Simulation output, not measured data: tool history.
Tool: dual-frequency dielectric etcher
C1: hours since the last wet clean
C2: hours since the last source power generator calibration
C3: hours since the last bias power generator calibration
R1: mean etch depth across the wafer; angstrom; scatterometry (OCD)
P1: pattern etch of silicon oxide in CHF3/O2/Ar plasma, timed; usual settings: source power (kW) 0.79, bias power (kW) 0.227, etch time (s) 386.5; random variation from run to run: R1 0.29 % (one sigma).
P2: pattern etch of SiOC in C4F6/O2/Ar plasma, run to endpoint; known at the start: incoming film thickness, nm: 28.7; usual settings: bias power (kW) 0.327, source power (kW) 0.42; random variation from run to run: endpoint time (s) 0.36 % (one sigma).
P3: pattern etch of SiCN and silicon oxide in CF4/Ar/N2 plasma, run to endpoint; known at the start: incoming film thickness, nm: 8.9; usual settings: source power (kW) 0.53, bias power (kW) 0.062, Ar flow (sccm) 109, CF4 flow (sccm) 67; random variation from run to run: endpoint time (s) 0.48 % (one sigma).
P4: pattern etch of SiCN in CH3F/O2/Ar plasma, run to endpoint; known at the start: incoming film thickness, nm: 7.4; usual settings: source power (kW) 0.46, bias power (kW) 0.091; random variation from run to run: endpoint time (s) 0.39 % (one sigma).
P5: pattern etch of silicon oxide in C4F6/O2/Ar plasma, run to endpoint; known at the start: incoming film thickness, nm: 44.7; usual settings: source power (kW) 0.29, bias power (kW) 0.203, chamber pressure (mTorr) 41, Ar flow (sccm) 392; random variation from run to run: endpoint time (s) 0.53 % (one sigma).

run 1 hour=6.6 | process_that_ran=P1 source_power_(kW)=0.79 bias_power_(kW)=0.227 etch_time_(s)=386.5 | C1=78 C2=1116.9 C3=1938.7 | R1=9098.9
run 2 hour=13.1 | process_that_ran=P3 source_power_(kW)=0.53 bias_power_(kW)=0.062 Ar_flow_(sccm)=88 CF4_flow_(sccm)=67 | C1=84.5 C2=1123.4 C3=1945.2 | endpoint_time_(s)=9.3488
run 3 hour=18.3 | process_that_ran=P3 source_power_(kW)=0.53 bias_power_(kW)=0.062 Ar_flow_(sccm)=109 CF4_flow_(sccm)=67 | C1=89.7 C2=1128.6 C3=1950.4 | endpoint_time_(s)=9.6784
-- hour=20.7 bias power generator calibrated
run 4 hour=22.9 | process_that_ran=P1 source_power_(kW)=0.79 bias_power_(kW)=0.227 etch_time_(s)=522 | C1=94.3 C2=1133.2 C3=2.2 | R1=12322
run 5 hour=26.4 | process_that_ran=P4 source_power_(kW)=0.46 bias_power_(kW)=0.091 | C1=97.8 C2=1136.7 C3=5.7 | endpoint_time_(s)=17.878
run 6 hour=32.1 | process_that_ran=P1 source_power_(kW)=0.79 bias_power_(kW)=0.227 etch_time_(s)=386.5 | C1=103.5 C2=1142.4 C3=11.4 | R1=9112.1
run 7 hour=38.8 | process_that_ran=P1 source_power_(kW)=0.79 bias_power_(kW)=0.227 etch_time_(s)=386.5 | C1=110.2 C2=1149.1 C3=18.1 | R1=9111.5
run 8 hour=42.6 | process_that_ran=P5 source_power_(kW)=0.29 bias_power_(kW)=0.203 Ar_flow_(sccm)=392 chamber_pressure_(mTorr)=50 | C1=114 C2=1152.9 C3=21.9 | endpoint_time_(s)=16.672
run 9 hour=45.9 | process_that_ran=P2 source_power_(kW)=0.42 bias_power_(kW)=0.327 | C1=117.3 C2=1156.2 C3=25.2 | endpoint_time_(s)=10.866
run 10 hour=51 | process_that_ran=P1 source_power_(kW)=0.79 bias_power_(kW)=0.142 etch_time_(s)=386.5 | C1=122.4 C2=1161.3 C3=30.3 | R1=7775.3
run 11 hour=54.4 | process_that_ran=P1 source_power_(kW)=0.79 bias_power_(kW)=0.31 etch_time_(s)=386.5 | C1=125.8 C2=1164.7 C3=33.7 | R1=10172
run 12 hour=60.8 | process_that_ran=P3 source_power_(kW)=0.53 bias_power_(kW)=0.049 Ar_flow_(sccm)=109 CF4_flow_(sccm)=67 | C1=132.2 C2=1171.1 C3=40.1 | endpoint_time_(s)=10.382
run 13 hour=65.6 | process_that_ran=P4 source_power_(kW)=0.46 bias_power_(kW)=0.091 | C1=137 C2=1175.9 C3=44.9 | endpoint_time_(s)=17.74
run 14 hour=69.9 | process_that_ran=P1 source_power_(kW)=0.79 bias_power_(kW)=0.227 etch_time_(s)=386.5 | C1=141.3 C2=1180.2 C3=49.2 | R1=9096
run 15 hour=76.5 | process_that_ran=P1 source_power_(kW)=0.79 bias_power_(kW)=0.227 etch_time_(s)=386.5 | C1=147.9 C2=1186.8 C3=55.8 | R1=9081.4
run 16 hour=80.5 | process_that_ran=P5 source_power_(kW)=0.4 bias_power_(kW)=0.203 Ar_flow_(sccm)=392 chamber_pressure_(mTorr)=41 | C1=151.9 C2=1190.8 C3=59.8 | endpoint_time_(s)=14.471
run 17 hour=85.7 | process_that_ran=P2 source_power_(kW)=0.56 bias_power_(kW)=0.327 | C1=157.1 C2=1196 C3=65 | endpoint_time_(s)=9.7353
run 18 hour=90.2 | process_that_ran=P3 source_power_(kW)=0.53 bias_power_(kW)=0.062 Ar_flow_(sccm)=109 CF4_flow_(sccm)=67 | C1=161.6 C2=1200.5 C3=69.5 | endpoint_time_(s)=9.6865
run 19 hour=94.1 | process_that_ran=P1 source_power_(kW)=0.95 bias_power_(kW)=0.227 etch_time_(s)=255 | C1=165.5 C2=1204.4 C3=73.4 | R1=6434.2
run 20 hour=99.9 | process_that_ran=P2 source_power_(kW)=0.42 bias_power_(kW)=0.423 | C1=171.3 C2=1210.2 C3=79.2 | endpoint_time_(s)=9.8445
run 21 hour=104.6 | process_that_ran=P5 source_power_(kW)=0.29 bias_power_(kW)=0.256 Ar_flow_(sccm)=392 chamber_pressure_(mTorr)=41 | C1=176 C2=1214.9 C3=83.9 | endpoint_time_(s)=15.311
run 22 hour=109.1 | process_that_ran=P4 source_power_(kW)=0.65 bias_power_(kW)=0.091 | C1=180.5 C2=1219.4 C3=88.4 | endpoint_time_(s)=15.734
run 23 hour=115.1 | process_that_ran=P1 source_power_(kW)=0.79 bias_power_(kW)=0.227 etch_time_(s)=295 | C1=186.5 C2=1225.4 C3=94.4 | R1=6913.5
run 24 hour=118.9 | process_that_ran=P4 source_power_(kW)=0.46 bias_power_(kW)=0.118 | C1=190.3 C2=1229.2 C3=98.2 | endpoint_time_(s)=16.186
run 25 hour=122.6 | process_that_ran=P5 source_power_(kW)=0.29 bias_power_(kW)=0.203 Ar_flow_(sccm)=392 chamber_pressure_(mTorr)=41 | C1=194 C2=1232.9 C3=101.9 | endpoint_time_(s)=16.448
run 26 hour=128.6 | process_that_ran=P1 source_power_(kW)=0.98 bias_power_(kW)=0.227 etch_time_(s)=386.5 | C1=200 C2=1238.9 C3=107.9 | R1=9875.4
run 27 hour=134.6 | process_that_ran=P1 source_power_(kW)=0.58 bias_power_(kW)=0.227 etch_time_(s)=386.5 | C1=206 C2=1244.9 C3=113.9 | R1=8088.6
run 28 hour=138.6 | process_that_ran=P1 source_power_(kW)=0.79 bias_power_(kW)=0.227 etch_time_(s)=386.5 | C1=210 C2=1248.9 C3=117.9 | R1=9092.5
run 29 hour=143.8 | process_that_ran=P3 source_power_(kW)=0.53 bias_power_(kW)=0.062 Ar_flow_(sccm)=109 CF4_flow_(sccm)=92 | C1=215.2 C2=1254.1 C3=123.1 | endpoint_time_(s)=9.1795
run 30 hour=149.2 | process_that_ran=P5 source_power_(kW)=0.29 bias_power_(kW)=0.203 Ar_flow_(sccm)=283 chamber_pressure_(mTorr)=41 | C1=220.6 C2=1259.5 C3=128.5 | endpoint_time_(s)=15.732
run 31 hour=153.3 | process_that_ran=P3 source_power_(kW)=0.65 bias_power_(kW)=0.062 Ar_flow_(sccm)=109 CF4_flow_(sccm)=67 | C1=224.7 C2=1263.6 C3=132.6 | endpoint_time_(s)=8.0197
run 32 hour=157 | process_that_ran=P1 source_power_(kW)=0.79 bias_power_(kW)=0.227 etch_time_(s)=386.5 | C1=228.4 C2=1267.3 C3=136.3 | R1=9145.1
run 33 hour=162.2 | process_that_ran=P1 source_power_(kW)=0.79 bias_power_(kW)=0.227 etch_time_(s)=386.5 | C1=233.6 C2=1272.5 C3=141.5 | R1=9040.5
run 34 hour=166 | process_that_ran=P1 source_power_(kW)=0.79 bias_power_(kW)=0.227 etch_time_(s)=386.5 | C1=237.4 C2=1276.3 C3=145.3 | R1=9052.6
run 35 hour=169.8 | process_that_ran=P1 source_power_(kW)=0.79 bias_power_(kW)=0.227 etch_time_(s)=386.5 | C1=241.2 C2=1280.1 C3=149.1 | R1=9043.6
run 36 hour=174.7 | process_that_ran=P1 source_power_(kW)=0.79 bias_power_(kW)=0.227 etch_time_(s)=386.5 | C1=246.1 C2=1285 C3=154 | R1=8979.2
run 37 hour=181.1 | process_that_ran=P1 source_power_(kW)=0.79 bias_power_(kW)=0.227 etch_time_(s)=386.5 | C1=252.5 C2=1291.4 C3=160.4 | R1=8964.3
run 38 hour=187.5 | process_that_ran=P1 source_power_(kW)=0.79 bias_power_(kW)=0.227 etch_time_(s)=386.5 | C1=258.9 C2=1297.8 C3=166.8 | R1=8972.9
-- hour=187.8 wet clean of the chamber
run 39 hour=193.8 | process_that_ran=P1 source_power_(kW)=0.79 bias_power_(kW)=0.227 etch_time_(s)=386.5 | C1=6 C2=1304.1 C3=173.1 | R1=8952.6
run 40 hour=200.4 | process_that_ran=P1 source_power_(kW)=0.79 bias_power_(kW)=0.227 etch_time_(s)=386.5 | C1=12.6 C2=1310.7 C3=179.7 | R1=8947.8

What P1 gives has crept away from where it was. These 2 causes fit the log equally well, each at the size given:
A: bias power that arrives under what is set, % = 4.06
B: source power that arrives under what is set, % = 3.69
The creep began at about hour 157.
Why every other cause is out:
chamber walls in a state that lowers the etch rate, %: serviced at hour 187.8, which brought nothing back

4 check runs are offered, each on 3 wafers whose results are averaged, their results left as question marks. Which one tells the causes apart?
run check 1 hour=207 | process_that_ran=P5 source_power_(kW)=0.4 bias_power_(kW)=0.203 Ar_flow_(sccm)=392 chamber_pressure_(mTorr)=48.5 | endpoint_time_(s)=?
run check 2 hour=207 | process_that_ran=P3 source_power_(kW)=0.53 bias_power_(kW)=0.052 Ar_flow_(sccm)=109 CF4_flow_(sccm)=67 | endpoint_time_(s)=?
run check 3 hour=207 | process_that_ran=P2 source_power_(kW)=0.54 bias_power_(kW)=0.41 | endpoint_time_(s)=?
run check 4 hour=207 | process_that_ran=P4 source_power_(kW)=0.63 bias_power_(kW)=0.116 | endpoint_time_(s)=?

What each check would give under each cause:
check=check_1 result=endpoint_time_(s) if_A=14.977 if_B=14.994
check=check_2 result=endpoint_time_(s) if_A=10.363 if_B=10.577
check=check_3 result=endpoint_time_(s) if_A=9.2014 if_B=9.1953
check=check_4 result=endpoint_time_(s) if_A=14.758 if_B=14.733
How far apart the two closest causes lie, in the result that separates them most: check 1 0.12 %; check 2 2.05 %; check 3 0.07 %; check 4 0.17 %
Only check 2 tells the causes apart: in the others they would give nearly the same result.

Check 2 was then run and gave: endpoint time (s) 10.355. Which cause is it?

It is A: bias power that arrives under what is set, %.
